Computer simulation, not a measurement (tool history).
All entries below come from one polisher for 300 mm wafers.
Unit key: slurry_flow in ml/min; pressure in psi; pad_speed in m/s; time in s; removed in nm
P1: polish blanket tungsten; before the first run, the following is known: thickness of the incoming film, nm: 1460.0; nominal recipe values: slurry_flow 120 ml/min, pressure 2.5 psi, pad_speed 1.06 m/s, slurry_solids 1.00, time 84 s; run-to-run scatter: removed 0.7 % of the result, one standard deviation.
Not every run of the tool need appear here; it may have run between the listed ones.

| run | hour | slurry_flow | pressure | pad_speed | slurry_solids | time | removed |
|---|---|---|---|---|---|---|---|
| 1 | 9.1 | 120 | 2.5 | 1.06 | 1.00 | 84 | 255.29 |
| 2 | 17.8 | 150 | 2.5 | 1.06 | 1.00 | 84 | 267.67 |
| 3 | 23.6 | 120 | 2.5 | 1.06 | 1.00 | 84 | 255.66 |
| 4 | 29.3 | 120 | 1.5 | 1.06 | 1.00 | 84 | 152.05 |
| 5 | 39.6 | 120 | 2.5 | 1.44 | 1.00 | 84 | 344.66 |
| 6 | 50.8 | 120 | 2.5 | 1.06 | 1.25 | 84 | 265.61 |
| 7 | 62.0 | 120 | 2.5 | 1.06 | 1.00 | 40 | 119.99 |
| 8 | 70.0 | 120 | 2.5 | 1.06 | 1.00 | 84 | 253.83 |
| 9 | 77.5 | 120 | 2.5 | 1.06 | 0.55 | 84 | 221.86 |
| 10 | 84.6 | 120 | 2.5 | 1.06 | 1.00 | 84 | 254.15 |
| 11 | 90.3 | 120 | 2.5 | 1.06 | 1.00 | 84 | 255.35 |
| 12 | 97.4 | 120 | 2.5 | 1.54 | 1.00 | 45 | 197.43 |
| 13 | 107.7 | 120 | 2.5 | 0.52 | 1.00 | 84 | 123.27 |
| 14 | 116.9 | 120 | 4.0 | 1.06 | 1.00 | 84 | 408.33 |
| 15 | 124.8 | 120 | 2.5 | 1.06 | 1.00 | 126 | 382.38 |
| 16 | 131.7 | 70 | 2.5 | 1.06 | 1.00 | 84 | 215.94 |
| 17 | 142.6 | 120 | 2.5 | 1.06 | 1.00 | 84 | 249.68 |

What does the tool deliver on the next run?
| 18 | 148.3 | 120 | 2.5 | 1.06 | 1.00 | 84 | ? |

Run 18 came out at removed 248.55 nm.
